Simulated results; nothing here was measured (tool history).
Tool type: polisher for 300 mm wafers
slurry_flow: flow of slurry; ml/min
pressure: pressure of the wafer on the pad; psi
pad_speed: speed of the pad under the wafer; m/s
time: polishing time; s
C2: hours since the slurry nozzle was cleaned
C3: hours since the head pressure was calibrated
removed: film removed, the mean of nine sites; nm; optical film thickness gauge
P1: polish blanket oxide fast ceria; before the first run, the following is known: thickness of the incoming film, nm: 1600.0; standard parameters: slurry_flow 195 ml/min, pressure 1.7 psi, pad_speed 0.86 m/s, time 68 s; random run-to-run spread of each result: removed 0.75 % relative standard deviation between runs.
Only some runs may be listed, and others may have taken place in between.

run 1 hour=11.1 | slurry_flow=195 pressure=1.7 pad_speed=0.86 time=68 | wafers_polished_on_this_pad=332 C2=299.5 C3=247.6 | removed=661.14
run 2 hour=24.7 | slurry_flow=305 pressure=1.7 pad_speed=0.66 time=68 | wafers_polished_on_this_pad=523 C2=313.1 C3=261.2 | removed=533.12
run 3 hour=33.4 | slurry_flow=195 pressure=1.7 pad_speed=0.86 time=68 | wafers_polished_on_this_pad=645 C2=321.8 C3=269.9 | removed=668.09
run 4 hour=45.6 | slurry_flow=195 pressure=2.6 pad_speed=0.86 time=68 | wafers_polished_on_this_pad=816 C2=334.0 C3=282.1 | removed=1013.50
run 5 hour=62.8 | slurry_flow=195 pressure=1.7 pad_speed=0.86 time=68 | wafers_polished_on_this_pad=1058 C2=351.2 C3=299.3 | removed=660.58
-- hour=69.5 slurry nozzle cleaned
run 6 hour=82.2 | slurry_flow=115 pressure=1.7 pad_speed=0.86 time=68 | wafers_polished_on_this_pad=1330 C2=12.8 C3=318.7 | removed=601.83
run 7 hour=97.7 | slurry_flow=195 pressure=0.9 pad_speed=0.86 time=68 | wafers_polished_on_this_pad=1548 C2=28.3 C3=334.2 | removed=349.07
run 8 hour=108.2 | slurry_flow=195 pressure=1.7 pad_speed=0.86 time=68 | wafers_polished_on_this_pad=1695 C2=38.8 C3=344.7 | removed=667.97
-- hour=113.4 worn pad replaced by a new one
run 9 hour=119.6 | slurry_flow=300 pressure=1.7 pad_speed=0.86 time=68 | wafers_polished_on_this_pad=87 C2=50.2 C3=356.1 | removed=697.02
run 10 hour=135.7 | slurry_flow=195 pressure=2.1 pad_speed=0.86 time=31 | wafers_polished_on_this_pad=313 C2=66.3 C3=372.2 | removed=374.71
run 11 hour=153.3 | slurry_flow=195 pressure=1.7 pad_speed=0.62 time=68 | wafers_polished_on_this_pad=560 C2=83.9 C3=389.8 | removed=478.82
run 12 hour=168.1 | slurry_flow=115 pressure=1.7 pad_speed=0.44 time=68 | wafers_polished_on_this_pad=768 C2=98.7 C3=404.6 | removed=307.68
run 13 hour=179.2 | slurry_flow=195 pressure=1.7 pad_speed=0.86 time=35 | wafers_polished_on_this_pad=924 C2=109.8 C3=415.7 | removed=340.07
run 14 hour=194.5 | slurry_flow=195 pressure=1.7 pad_speed=0.86 time=95 | wafers_polished_on_this_pad=1138 C2=125.1 C3=431.0 | removed=929.64
run 15 hour=207.4 | slurry_flow=195 pressure=1.7 pad_speed=1.32 time=68 | wafers_polished_on_this_pad=1319 C2=138.0 C3=443.9 | removed=1022.70
run 16 hour=221.8 | slurry_flow=195 pressure=1.7 pad_speed=0.86 time=68 | wafers_polished_on_this_pad=1521 C2=152.4 C3=458.3 | removed=657.07
run 17 hour=235.8 | slurry_flow=195 pressure=1.7 pad_speed=0.86 time=68 | wafers_polished_on_this_pad=1718 C2=166.4 C3=472.3 | removed=650.02
run 18 hour=253.1 | slurry_flow=195 pressure=1.7 pad_speed=0.86 time=68 | wafers_polished_on_this_pad=1961 C2=183.7 C3=489.6 | removed=641.95
run 19 hour=265.5 | slurry_flow=195 pressure=1.7 pad_speed=0.86 time=68 | wafers_polished_on_this_pad=2135 C2=196.1 C3=502.0 | removed=633.43
run 20 hour=275.9 | slurry_flow=195 pressure=1.7 pad_speed=0.86 time=68 | wafers_polished_on_this_pad=2281 C2=206.5 C3=512.4 | removed=626.60
-- hour=289.3 worn pad replaced by a new one
run 21 hour=291.5 | slurry_flow=195 pressure=1.7 pad_speed=0.86 time=68 | wafers_polished_on_this_pad=32 C2=222.1 C3=528.0 | removed=624.07
run 22 hour=309.9 | slurry_flow=195 pressure=1.7 pad_speed=0.86 time=68 | wafers_polished_on_this_pad=290 C2=240.5 C3=546.4 | removed=627.68
run 23 hour=327.2 | slurry_flow=195 pressure=1.7 pad_speed=0.86 time=68 | wafers_polished_on_this_pad=533 C2=257.8 C3=563.7 | removed=620.03
run 24 hour=342.0 | slurry_flow=195 pressure=1.7 pad_speed=0.86 time=68 | wafers_polished_on_this_pad=740 C2=272.6 C3=578.5 | removed=613.33
run 25 hour=351.8 | slurry_flow=195 pressure=1.7 pad_speed=0.86 time=68 | wafers_polished_on_this_pad=878 C2=282.4 C3=588.3 | removed=610.63
run 26 hour=370.8 | slurry_flow=195 pressure=1.7 pad_speed=0.86 time=68 | wafers_polished_on_this_pad=1145 C2=301.4 C3=607.3 | removed=615.05
run 27 hour=380.1 | slurry_flow=195 pressure=1.7 pad_speed=0.86 time=68 | wafers_polished_on_this_pad=1275 C2=310.7 C3=616.6 | removed=607.74

Something has made what P1 gives creep away from where it was; the 2 causes below, each at its own stated size, fit the log equally well:
A: head's pressure below its setpoint, % = 6.93
B: slurry flow missing at the pad, % = 35.2
The drift started at roughly hour 221.8.
Why every other cause is out:
removal rate lost through wear of the pad, %: serviced at hour 289.3, after the drift had started, without restoring the earlier output

Of the 4 check runs below, each run on 2 wafers with the results averaged and each result still a question mark, which one would tell the listed causes apart?
run check 1 hour=389.4 | slurry_flow=195 pressure=2.3 pad_speed=0.86 time=44 | removed=?
run check 2 hour=389.4 | slurry_flow=195 pressure=1.7 pad_speed=1.06 time=68 | removed=?
run check 3 hour=389.4 | slurry_flow=115 pressure=1.7 pad_speed=0.86 time=68 | removed=?
run check 4 hour=389.4 | slurry_flow=195 pressure=1.7 pad_speed=1.12 time=46 | removed=?

Predicted outcomes, by check and by cause:
check=check_1 result=removed if_A=539.43 if_B=539.34
check=check_2 result=removed if_A=759.49 if_B=759.36
check=check_3 result=removed if_A=562.16 if_B=538.02
check=check_4 result=removed if_A=542.85 if_B=542.76
Per-check spread between the two closest causes, in the result where they differ most: check 1 0.02 %; check 2 0.02 %; check 3 4.39 %; check 4 0.02 %
Check 3 tells the causes apart: in the others they would give nearly the same result.

Check 3 was carried out, with these results: removed 540.94 nm. Which of the listed causes is responsible?

B is the cause: slurry flow missing at the pad, %.

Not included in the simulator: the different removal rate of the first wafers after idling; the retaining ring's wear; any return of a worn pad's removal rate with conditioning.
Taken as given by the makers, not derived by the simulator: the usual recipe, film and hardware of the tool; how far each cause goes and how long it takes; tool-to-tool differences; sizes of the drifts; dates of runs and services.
